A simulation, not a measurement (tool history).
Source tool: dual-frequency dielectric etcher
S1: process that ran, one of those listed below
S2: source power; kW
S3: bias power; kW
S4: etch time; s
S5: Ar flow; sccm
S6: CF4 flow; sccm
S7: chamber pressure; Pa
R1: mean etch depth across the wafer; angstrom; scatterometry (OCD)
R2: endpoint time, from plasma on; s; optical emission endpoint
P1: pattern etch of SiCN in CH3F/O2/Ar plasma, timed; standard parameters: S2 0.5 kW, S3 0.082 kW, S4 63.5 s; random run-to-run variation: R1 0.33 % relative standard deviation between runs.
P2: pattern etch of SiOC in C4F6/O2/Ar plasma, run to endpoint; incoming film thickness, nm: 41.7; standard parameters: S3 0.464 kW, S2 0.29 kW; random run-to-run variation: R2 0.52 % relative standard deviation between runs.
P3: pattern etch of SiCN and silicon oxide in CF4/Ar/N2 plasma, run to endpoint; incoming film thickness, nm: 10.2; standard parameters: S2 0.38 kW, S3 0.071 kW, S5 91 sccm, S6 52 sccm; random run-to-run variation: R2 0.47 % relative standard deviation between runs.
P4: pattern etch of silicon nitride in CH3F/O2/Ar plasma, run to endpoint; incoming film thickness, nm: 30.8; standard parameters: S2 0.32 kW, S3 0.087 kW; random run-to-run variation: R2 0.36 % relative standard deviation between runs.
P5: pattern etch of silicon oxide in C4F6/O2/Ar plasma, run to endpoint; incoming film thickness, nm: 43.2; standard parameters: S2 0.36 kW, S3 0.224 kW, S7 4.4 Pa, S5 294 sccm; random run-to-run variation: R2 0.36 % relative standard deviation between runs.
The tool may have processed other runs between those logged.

run   hour  S1    S2     S3    S4   S5  S6   S7      R1      R2
  1    6.9  P1   0.5  0.082  63.5                 283.6
  2   17.9  P2  0.29  0.292                              19.573
  3   30.9  P3  0.25  0.071         91  52               20.483
  4   39.5  P2  0.19  0.464                              19.419
  5   47.4  P1   0.5  0.082  63.5                281.74
  6   60.8  P1   0.5  0.082    88                391.26
  7   74.3  P1   0.5  0.082  45.5                201.47
  8   81.3  P2  0.29  0.464                              16.564
      85.3  -- wet clean of the chamber
  9   92.1  P4  0.32  0.087                              45.156
 10  103.5  P5  0.24  0.224        294      4.4          15.664
 11  112.5  P1  0.35  0.082  63.5                246.91
 12  120.6  P1   0.5  0.082  63.5                283.41
 13  129.6  P3  0.38  0.071         91  52               14.218
 14  140.5  P3  0.38  0.071         91  73                 13.6
 15  149.6  P1   0.5  0.103    46                222.76
 16  161.6  P1  0.64  0.082  63.5                310.47
 17  169.4  P3  0.38  0.071         91  52               14.303
 18  182.3  P4  0.32  0.057                              52.143
 19  191.9  P5  0.36  0.224        406      4.4          13.904
 20  203.9  P5  0.36  0.147        294      4.4          15.414
 21  215.6  P4  0.32  0.087                              45.186
 22    223  P2  0.29  0.464                              16.533
 23  231.4  P4  0.44  0.087                              39.867
 24  241.1  P5  0.36  0.224        294      4.4          13.458
 25  248.5  P1   0.5  0.111  63.5                317.46
 26  256.3  P1   0.5  0.082  63.5                282.82
 27  264.9  P1  0.42  0.058  63.5                234.96
     270.4  -- bias power generator calibrated
 28  273.6  P1  0.41  0.082    35                144.97
 29  281.6  P1   0.5  0.082  63.5                 282.7
 30  295.9  P5  0.36  0.224        294      5.9          13.957
 31  309.9  P3  0.38   0.09         91  52               13.087
 32    318  P3  0.38  0.071        118  52               14.739
 33  332.4  P1   0.5  0.066  63.5                 262.3
 34  343.2  P1   0.5  0.082  63.5                282.07
 35  350.3  P1   0.5  0.082  63.5                281.12
 36  363.1  P1   0.5  0.082  63.5                280.02
 37  370.2  P1   0.5  0.082  63.5                279.55
 38  378.7  P1   0.5  0.082  63.5                278.46
     385.8  -- wet clean of the chamber
 39  388.1  P1   0.5  0.082  63.5                279.64
 40  398.9  P1   0.5  0.082  63.5                279.07
 41  413.1  P1   0.5  0.082  63.5                276.58
 42  426.1  P1   0.5  0.082  63.5                277.74
 43  435.3  P1   0.5  0.082  63.5                   279
 44  448.8  P1   0.5  0.082  63.5                277.25

Something has made what P1 gives creep away from where it was; the 2 causes below, each at its own stated size, fit the log equally well:
A: bias power that arrives under what is set, % = 4.66
B: source power that arrives under what is set, % = 4.43
The onset of the drift is placed at about hour 343.2.
Other possible causes, and why each is ruled out:
chamber walls in a state that lowers the etch rate, %: serviced after onset, at hour 385.8, with no recovery of the prior output

You are offered 4 check runs, listed below with question marks in place of their results; each one averages 2 wafers. Which run separates the listed causes by giving clearly different results for each?
check 1  462.3  P5   0.3  0.156      294      4.4       ?
check 2  462.3  P4  0.38  0.087                         ?
check 3  462.3  P2  0.21  0.295                         ?
check 4  462.3  P3  0.38  0.071       91  69            ?

Expected result of each check under each candidate cause:
  check  result    if A    if B
check 1      R2  16.471  16.517
check 2      R2  43.065  43.063
check 3      R2  22.495  22.495
check 4      R2  13.846  14.182
Minimum pairwise separation of causes per check, each pair taken at its best-separating result: check 1 0.28 %; check 2 0.01 %; check 3 0 %; check 4 2.4 %
The other checks would show nearly matching results whichever cause is true, so check 4 is the only one that separates the causes.

Check 4 has now been run. It gave: R2 14.16 s. Which of the candidate causes is it?

Of the candidate causes, it is B: source power that arrives under what is set, %.

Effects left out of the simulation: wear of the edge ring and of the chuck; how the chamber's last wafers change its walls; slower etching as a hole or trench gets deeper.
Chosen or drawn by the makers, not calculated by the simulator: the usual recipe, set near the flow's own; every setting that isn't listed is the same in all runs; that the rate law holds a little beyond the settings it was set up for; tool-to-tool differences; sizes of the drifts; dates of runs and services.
